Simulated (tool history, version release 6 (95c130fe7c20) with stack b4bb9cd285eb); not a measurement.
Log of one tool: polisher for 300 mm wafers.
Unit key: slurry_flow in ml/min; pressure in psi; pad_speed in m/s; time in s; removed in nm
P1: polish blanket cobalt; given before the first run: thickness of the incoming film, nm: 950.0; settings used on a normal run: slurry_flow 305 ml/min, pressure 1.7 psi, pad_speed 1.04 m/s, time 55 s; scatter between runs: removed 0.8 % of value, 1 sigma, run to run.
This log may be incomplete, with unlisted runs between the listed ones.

run	day	slurry_flow	pressure	pad_speed	time	wafers polished on this pad	hours since the slurry nozzle was cleaned	hours since the head pressure was calibrated	removed
1	0.121	305	1.7	1.04	55	576	505.1	325.7	228.62
2	0.371	305	1.7	1.64	55	668	511.1	331.7	356.15
3	0.504	465	1.7	1.04	55	717	514.3	334.9	238.15
4	0.754	305	1.7	1.04	33	809	520.3	340.9	136.35
5	0.925	305	1.7	1.04	55	872	524.4	345.0	228.90
6	1.204	305	1.7	1.04	55	974	531.1	351.7	226.97
7	1.442	185	1.7	1.04	55	1062	536.8	357.4	217.09
8	1.567	305	2.6	1.04	55	1108	539.8	360.4	347.99
9	1.842	305	1.7	1.04	55	1209	546.4	367.0	229.04
10	2.092	305	1.7	1.04	55	1301	552.4	373.0	226.45
11	2.296	465	1.7	1.04	33	1376	557.3	377.9	142.94
12	2.475	305	0.8	1.04	55	1442	561.6	382.2	107.30
13	2.733	305	1.7	1.04	84	1537	567.8	388.4	347.93
14	2.871	185	1.7	1.04	33	1588	571.1	391.7	128.91
15	3.112	305	1.7	0.52	55	1677	576.9	397.5	113.50
16	3.267	305	1.7	1.04	55	1733	580.6	401.2	228.11
17	3.404	305	1.7	1.04	55	1784	583.9	404.5	225.54
18	3.662	305	1.7	1.04	55	1879	590.1	410.7	224.36
19	3.917	305	1.7	1.04	55	1972	596.2	416.8	217.25

Forecast run 20:
# day 4.008: worn pad replaced by a new one
20	4.100	305	1.7	1.04	55	34	600.6	421.2	?

removed: 217.17 nm
